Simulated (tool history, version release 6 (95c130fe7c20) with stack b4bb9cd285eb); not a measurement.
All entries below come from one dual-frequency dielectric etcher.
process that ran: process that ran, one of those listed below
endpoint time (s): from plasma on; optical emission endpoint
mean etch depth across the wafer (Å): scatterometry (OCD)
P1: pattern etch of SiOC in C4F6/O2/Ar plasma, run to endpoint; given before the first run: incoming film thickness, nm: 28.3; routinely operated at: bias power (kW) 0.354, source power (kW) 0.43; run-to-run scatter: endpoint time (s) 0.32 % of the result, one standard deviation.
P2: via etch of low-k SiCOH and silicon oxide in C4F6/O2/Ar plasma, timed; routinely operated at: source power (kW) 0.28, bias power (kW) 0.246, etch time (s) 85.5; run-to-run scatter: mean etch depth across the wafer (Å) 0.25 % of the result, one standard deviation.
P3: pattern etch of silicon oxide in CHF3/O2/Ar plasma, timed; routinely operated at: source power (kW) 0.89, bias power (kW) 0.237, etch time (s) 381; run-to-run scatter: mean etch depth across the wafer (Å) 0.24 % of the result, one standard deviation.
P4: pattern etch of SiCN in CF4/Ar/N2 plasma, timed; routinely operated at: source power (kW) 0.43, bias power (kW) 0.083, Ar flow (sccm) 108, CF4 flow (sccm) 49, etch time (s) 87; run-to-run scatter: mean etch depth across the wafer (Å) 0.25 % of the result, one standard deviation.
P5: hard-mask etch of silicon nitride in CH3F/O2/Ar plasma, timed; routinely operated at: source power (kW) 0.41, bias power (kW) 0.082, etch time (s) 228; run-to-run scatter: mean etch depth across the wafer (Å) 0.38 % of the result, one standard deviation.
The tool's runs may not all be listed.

run	day	process that ran	bias power (kW)	source power (kW)	etch time (s)	Ar flow (sccm)	CF4 flow (sccm)	endpoint time (s)	mean etch depth across the wafer (Å)
1	0.225	P1	0.354	0.43				10.779	
2	0.358	P5	0.082	0.28	228				1481.3
3	0.546	P3	0.334	0.89	381				10956
4	0.821	P4	0.054	0.43	87	108	49		603.38
5	0.971	P5	0.082	0.41	312				2340
6	1.262	P1	0.228	0.29				14.58	
7	1.525	P1	0.354	0.43				10.751	
8	1.812	P5	0.082	0.41	228				1718.2
9	2.054	P5	0.05	0.41	228				1447.8
10	2.208	P1	0.354	0.58				9.6294	
11	2.417	P3	0.237	0.89	568.5				14515
12	2.571	P1	0.224	0.57				11.243	
13	2.721	P4	0.083	0.43	87	108	64		737.43
14	2.992	P1	0.354	0.32				12.041	
15	3.179	P3	0.237	0.89	381				9717.9
16	3.329	P2	0.19	0.28	85.5				2121.9
17	3.617	P3	0.237	0.89	381				9725.5
18	3.775	P1	0.354	0.43				10.785	
19	4.062	P3	0.237	0.7	381				8843.2
20	4.292	P1	0.434	0.33				11.064	
21	4.521	P1	0.354	0.43				10.761	
22	4.762	P2	0.246	0.28	85.5				2305.2
23	5.062	P1	0.434	0.43				9.9791	

Forecast run 24:
24	5.208	P2	0.246	0.28	47				?

mean etch depth across the wafer (Å): 1263.1

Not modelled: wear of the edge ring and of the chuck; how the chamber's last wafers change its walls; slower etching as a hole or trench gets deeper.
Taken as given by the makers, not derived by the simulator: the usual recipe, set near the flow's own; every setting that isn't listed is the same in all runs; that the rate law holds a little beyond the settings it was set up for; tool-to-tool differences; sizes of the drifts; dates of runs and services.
